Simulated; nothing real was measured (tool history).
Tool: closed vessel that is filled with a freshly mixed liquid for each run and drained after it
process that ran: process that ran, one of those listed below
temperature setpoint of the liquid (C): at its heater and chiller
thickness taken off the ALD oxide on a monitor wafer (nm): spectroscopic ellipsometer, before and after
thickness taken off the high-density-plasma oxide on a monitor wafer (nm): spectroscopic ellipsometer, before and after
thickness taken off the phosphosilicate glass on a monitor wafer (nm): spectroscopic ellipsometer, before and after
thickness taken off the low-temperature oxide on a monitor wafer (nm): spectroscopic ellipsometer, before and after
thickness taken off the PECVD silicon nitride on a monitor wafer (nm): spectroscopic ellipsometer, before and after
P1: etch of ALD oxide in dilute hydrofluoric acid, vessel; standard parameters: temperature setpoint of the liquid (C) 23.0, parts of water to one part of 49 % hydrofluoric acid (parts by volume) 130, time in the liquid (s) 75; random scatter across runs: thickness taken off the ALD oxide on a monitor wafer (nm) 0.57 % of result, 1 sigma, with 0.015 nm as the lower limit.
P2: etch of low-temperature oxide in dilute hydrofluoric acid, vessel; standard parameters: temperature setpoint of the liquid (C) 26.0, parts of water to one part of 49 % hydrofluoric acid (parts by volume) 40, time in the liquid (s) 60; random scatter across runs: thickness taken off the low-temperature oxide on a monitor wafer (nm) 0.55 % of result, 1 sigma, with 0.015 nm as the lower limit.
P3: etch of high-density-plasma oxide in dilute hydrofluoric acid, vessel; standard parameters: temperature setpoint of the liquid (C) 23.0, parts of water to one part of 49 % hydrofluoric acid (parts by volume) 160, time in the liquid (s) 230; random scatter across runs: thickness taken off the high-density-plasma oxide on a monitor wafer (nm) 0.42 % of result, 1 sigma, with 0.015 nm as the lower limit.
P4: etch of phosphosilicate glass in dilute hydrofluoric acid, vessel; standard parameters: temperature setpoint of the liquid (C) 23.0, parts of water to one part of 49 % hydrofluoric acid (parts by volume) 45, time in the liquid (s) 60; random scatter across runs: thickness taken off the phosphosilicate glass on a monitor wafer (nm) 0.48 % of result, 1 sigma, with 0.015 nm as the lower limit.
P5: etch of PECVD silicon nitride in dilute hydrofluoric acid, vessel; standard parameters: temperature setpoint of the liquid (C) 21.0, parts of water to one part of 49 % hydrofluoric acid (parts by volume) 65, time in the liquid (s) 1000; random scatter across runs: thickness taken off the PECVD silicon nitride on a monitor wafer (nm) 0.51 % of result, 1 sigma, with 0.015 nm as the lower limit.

run   hour  process that ran  temperature setpoint of the liquid (C)  parts of water to one part of 49 % hydrofluoric acid (parts by volume)  time in the liquid (s)  thickness taken off the ALD oxide on a monitor wafer (nm)  thickness taken off the high-density-plasma oxide on a monitor wafer (nm)  thickness taken off the phosphosilicate glass on a monitor wafer (nm)  thickness taken off the low-temperature oxide on a monitor wafer (nm)  thickness taken off the PECVD silicon nitride on a monitor wafer (nm)
  1    8.9                P1                                    23.0                                                                     130                      75                                                    16.3960
  2   14.7                P1                                    23.0                                                                     130                     125                                                    27.5240
  3   20.0                P3                                    23.0                                                                      35                     230                                                                                                                                76.185
  4   26.5                P1                                    23.0                                                                     130                      75                                                    16.2280
  5   36.4                P4                                    23.0                                                                      45                     110                                                                                                                                                                                                      189.180
  6   48.0                P2                                    26.0                                                                      40                      60                                                                                                                                                                                                                                                                              61.921
  7   55.2                P5                                    21.0                                                                      20                    1000                                                                                                                                                                                                                                                                                                                                                    65.3030
  8   61.4                P1                                    23.0                                                                     130                      75                                                    16.3520
  9   71.0                P1                                    17.0                                                                     130                      75                                                    12.8410
 10   77.9                P3                                    23.0                                                                     160                     230                                                                                                                                14.364
 11   84.2                P3                                    23.0                                                                     160                     375                                                                                                                                23.490
 12   96.4                P3                                    23.0                                                                     160                     230                                                                                                                                14.336
 13  104.3                P2                                    21.0                                                                      40                      60                                                                                                                                                                                                                                                                              50.053
 14  110.1                P5                                    21.0                                                                      65                     180                                                                                                                                                                                                                                                                                                                                                     3.8005
 15  121.9                P4                                    17.0                                                                      45                      60                                                                                                                                                                                                       80.720
 16  128.1                P2                                    26.0                                                                      75                      60                                                                                                                                                                                                                                                                              31.488
 17  134.3                P3                                    31.0                                                                     160                     230                                                                                                                                19.378
 18  142.6                P2                                    26.0                                                                      40                      60                                                                                                                                                                                                                                                                              62.221
 19  149.6                P1                                    28.0                                                                     130                      75                                                    19.9210
 20  157.6                P1                                    26.5                                                                     220                      75                                                     9.9877
 21  165.8                P1                                    23.0                                                                     130                      75                                                    16.5100
 22  174.2                P1                                    23.0                                                                     130                      30                                                     6.4868
 23  183.1                P1                                    23.0                                                                      55                      75                                                    42.7070
 24  189.5                P2                                    26.0                                                                      40                      30                                                                                                                                                                                                                                                                              30.809
 25  201.3                P1                                    29.5                                                                     130                     115                                                    32.4970
 26  210.8                P4                                    23.0                                                                      45                      60                                                                                                                                                                                                      103.730
 27  221.4                P1                                    23.0                                                                     215                      75                                                     9.0425
 28  231.0                P1                                    23.0                                                                     175                      40                                                     6.1842
 29  241.8                P1                                    23.0                                                                     130                      75                                                    16.3790
 30  250.2                P5                                    21.0                                                                      65                    1000                                                                                                                                                                                                                                                                                                                                                    21.0440
 31  256.9                P4                                    23.0                                                                      75                      60                                                                                                                                                                                                       60.468
 32  266.2                P5                                    21.0                                                                      65                    1000                                                                                                                                                                                                                                                                                                                                                    20.9430
 33  274.3                P5                                    17.0                                                                      65                    1000                                                                                                                                                                                                                                                                                                                                                    15.9590
 34  285.6                P1                                    23.0                                                                     130                      75                                                    16.2200
 35  294.0                P1                                    23.0                                                                     130                      75                                                    16.8070
 36  303.1                P1                                    23.0                                                                     130                      75                                                    17.1190
 37  308.6                P1                                    23.0                                                                     130                      75                                                    17.2470
 38  319.0                P1                                    23.0                                                                     130                      75                                                    17.5890
 39  328.4                P1                                    23.0                                                                     130                      75                                                    17.5580
 40  336.1                P1                                    23.0                                                                     130                      75                                                    17.5440
 41  343.0                P1                                    23.0                                                                     130                      75                                                    17.6550
 42  355.2                P1                                    23.0                                                                     130                      75                                                    17.5930

Compared with where it was, what P1 gives has crept away. Each cause listed below fits the log as well as the rest, at the size given for it:
A: liquid hotter than its thermometer reads (K) = 1.78
B: hydrofluoric acid flow above the setpoint (%) = 6.21
The creep began at about hour 285.6.

Which of the 4 check runs listed below separates the causes, so that each cause would produce a clearly different result? Each run uses one wafer, and its results are marked with question marks.
check 1  367.4                P4                                    23.0                                                                      75                      60                                                                                                                                                                                                            ?
check 2  367.4                P3                                    30.5                                                                     105                     230                                                                                                                                     ?
check 3  367.4                P2                                    26.0                                                                      65                      30                                                                                                                                                                                                                                                                                   ?
check 4  367.4                P5                                    21.0                                                                      30                    1000                                                                                                                                                                                                                                                                                                                                                          ?

Check results expected under each cause:
  check                                                                     result     if A     if B
check 1      thickness taken off the phosphosilicate glass on a monitor wafer (nm)   64.711   64.318
check 2  thickness taken off the high-density-plasma oxide on a monitor wafer (nm)   33.237   33.351
check 3      thickness taken off the low-temperature oxide on a monitor wafer (nm)   19.770   19.667
check 4      thickness taken off the PECVD silicon nitride on a monitor wafer (nm)  50.5370  47.3450
Per-check spread between the two closest causes, in the result where they differ most: check 1 0.61 %; check 2 0.34 %; check 3 0.52 %; check 4 6.53 %
Only check 4 tells the causes apart: in the others they would give nearly the same result.

The results of check 4 are: thickness taken off the PECVD silicon nitride on a monitor wafer (nm) 47.3330. Based on these, which of the listed causes is it?

It is B: hydrofluoric acid flow above the setpoint (%).

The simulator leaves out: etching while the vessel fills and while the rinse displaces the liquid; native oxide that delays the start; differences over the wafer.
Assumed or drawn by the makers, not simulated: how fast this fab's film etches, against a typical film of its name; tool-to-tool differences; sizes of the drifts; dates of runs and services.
